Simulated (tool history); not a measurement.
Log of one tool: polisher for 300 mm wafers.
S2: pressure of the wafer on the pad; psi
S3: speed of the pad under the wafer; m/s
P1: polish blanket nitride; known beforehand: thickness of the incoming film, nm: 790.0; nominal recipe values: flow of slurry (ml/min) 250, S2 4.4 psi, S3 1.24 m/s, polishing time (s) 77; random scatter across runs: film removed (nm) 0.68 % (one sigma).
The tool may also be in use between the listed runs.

Run 1, hour 9.3: flow of slurry (ml/min) 250, S2 4.4 psi, S3 1.24 m/s, polishing time (s) 77. Result: film removed (nm) 177.52.
Run 2, hour 22.9: flow of slurry (ml/min) 250, S2 4.4 psi, S3 1.24 m/s, polishing time (s) 44. Result: film removed (nm) 101.08.
Run 3, hour 36.1: flow of slurry (ml/min) 250, S2 4.4 psi, S3 1.78 m/s, polishing time (s) 77. Result: film removed (nm) 236.7.
Run 4, hour 43.6: flow of slurry (ml/min) 250, S2 4.4 psi, S3 0.8 m/s, polishing time (s) 77. Result: film removed (nm) 124.59.
Run 5, hour 55: flow of slurry (ml/min) 380, S2 4.4 psi, S3 1.24 m/s, polishing time (s) 53. Result: film removed (nm) 125.31.
Run 6, hour 64.5: flow of slurry (ml/min) 250, S2 4.4 psi, S3 1.24 m/s, polishing time (s) 77. Result: film removed (nm) 173.3.
Run 7, hour 78.9: flow of slurry (ml/min) 250, S2 2.7 psi, S3 1.24 m/s, polishing time (s) 77. Result: film removed (nm) 109.67.
Run 8, hour 93.3: flow of slurry (ml/min) 250, S2 4.4 psi, S3 1.24 m/s, polishing time (s) 77. Result: film removed (nm) 177.42.
Run 9, hour 100.3: flow of slurry (ml/min) 250, S2 4.4 psi, S3 1.24 m/s, polishing time (s) 77. Result: film removed (nm) 178.04.
Run 10, hour 114.3: flow of slurry (ml/min) 250, S2 4.4 psi, S3 1.24 m/s, polishing time (s) 111. Result: film removed (nm) 254.43.
Run 11, hour 122.2: flow of slurry (ml/min) 150, S2 4.4 psi, S3 1.24 m/s, polishing time (s) 77. Result: film removed (nm) 164.84.
At hour 131.6: head pressure recalibrated.
Run 12, hour 135.9: flow of slurry (ml/min) 250, S2 6.6 psi, S3 1.24 m/s, polishing time (s) 77. Result: film removed (nm) 262.71.
Run 13, hour 145.1: flow of slurry (ml/min) 395, S2 4.4 psi, S3 1.24 m/s, polishing time (s) 77. Result: film removed (nm) 184.55.
Run 14, hour 158.4: flow of slurry (ml/min) 250, S2 4.4 psi, S3 1.24 m/s, polishing time (s) 77. Result: film removed (nm) 178.41.
Run 15, hour 168.2: flow of slurry (ml/min) 250, S2 4.4 psi, S3 1.24 m/s, polishing time (s) 77. Result: film removed (nm) 176.4.
Run 16, hour 182.5: flow of slurry (ml/min) 250, S2 4.4 psi, S3 1.24 m/s, polishing time (s) 77. Result: film removed (nm) 172.88.
Run 17, hour 191.2: flow of slurry (ml/min) 250, S2 4.4 psi, S3 1.24 m/s, polishing time (s) 77. Result: film removed (nm) 172.44.
Run 18, hour 205.8: flow of slurry (ml/min) 250, S2 4.4 psi, S3 1.24 m/s, polishing time (s) 77. Result: film removed (nm) 168.53.
Run 19, hour 217.3: flow of slurry (ml/min) 250, S2 4.4 psi, S3 1.24 m/s, polishing time (s) 77. Result: film removed (nm) 169.89.
Run 20, hour 228.7: flow of slurry (ml/min) 250, S2 4.4 psi, S3 1.24 m/s, polishing time (s) 77. Result: film removed (nm) 169.76.
Run 21, hour 237.8: flow of slurry (ml/min) 250, S2 4.4 psi, S3 1.24 m/s, polishing time (s) 77. Result: film removed (nm) 170.27.
Run 22, hour 251.1: flow of slurry (ml/min) 250, S2 4.4 psi, S3 1.24 m/s, polishing time (s) 77. Result: film removed (nm) 165.73.
At hour 254.7: worn pad replaced by a new one.
Run 23, hour 263.4: flow of slurry (ml/min) 250, S2 4.4 psi, S3 1.24 m/s, polishing time (s) 77. Result: film removed (nm) 167.03.
Run 24, hour 274.5: flow of slurry (ml/min) 250, S2 4.4 psi, S3 1.24 m/s, polishing time (s) 77. Result: film removed (nm) 168.79.
Run 25, hour 286.8: flow of slurry (ml/min) 250, S2 4.4 psi, S3 1.24 m/s, polishing time (s) 77. Result: film removed (nm) 167.27.
Run 26, hour 296: flow of slurry (ml/min) 250, S2 4.4 psi, S3 1.24 m/s, polishing time (s) 77. Result: film removed (nm) 166.8.

What P1 gives has crept away from where it was. These 2 causes fit the log equally well, each at the size given:
A: head's pressure below its setpoint, % = 5.27
B: slurry flow missing at the pad, % = 34
The drift started at roughly hour 168.2.
Why every other cause is out:
removal rate lost through wear of the pad, %: maintenance at hour 254.7, after the shift began, did not return the process to its former output

The 4 check runs listed below each average the results of 5 wafers, and their outcomes are marked with question marks. Under which run would the listed causes produce clearly different results?
Run check 1, hour 305.2: flow of slurry (ml/min) 170, S2 4.4 psi, S3 1.24 m/s, polishing time (s) 52. Result: film removed (nm) ?.
Run check 2, hour 305.2: flow of slurry (ml/min) 250, S2 3.3 psi, S3 1.24 m/s, polishing time (s) 77. Result: film removed (nm) ?.
Run check 3, hour 305.2: flow of slurry (ml/min) 250, S2 4.4 psi, S3 1.62 m/s, polishing time (s) 77. Result: film removed (nm) ?.
Run check 4, hour 305.2: flow of slurry (ml/min) 250, S2 4.4 psi, S3 1.64 m/s, polishing time (s) 92. Result: film removed (nm) ?.

Check results expected under each cause:
  check             result    if A    if B
check 1  film removed (nm)  107.45  104.97
check 2  film removed (nm)   125.4  125.39
check 3  film removed (nm)  207.07  207.05
check 4  film removed (nm)  249.85  249.83
Distance between the nearest two causes, measured in the result of the check that separates them most: check 1 2.34 %; check 2 0.01 %; check 3 0.01 %; check 4 0.01 %
Check 1 is the one run that separates the causes; every other check would come out nearly the same whichever cause is at work.

With check 1 done, the readings were: film removed (nm) 108.18. Identify which of the listed causes applies.

The correct cause is A, namely: head's pressure below its setpoint, %.
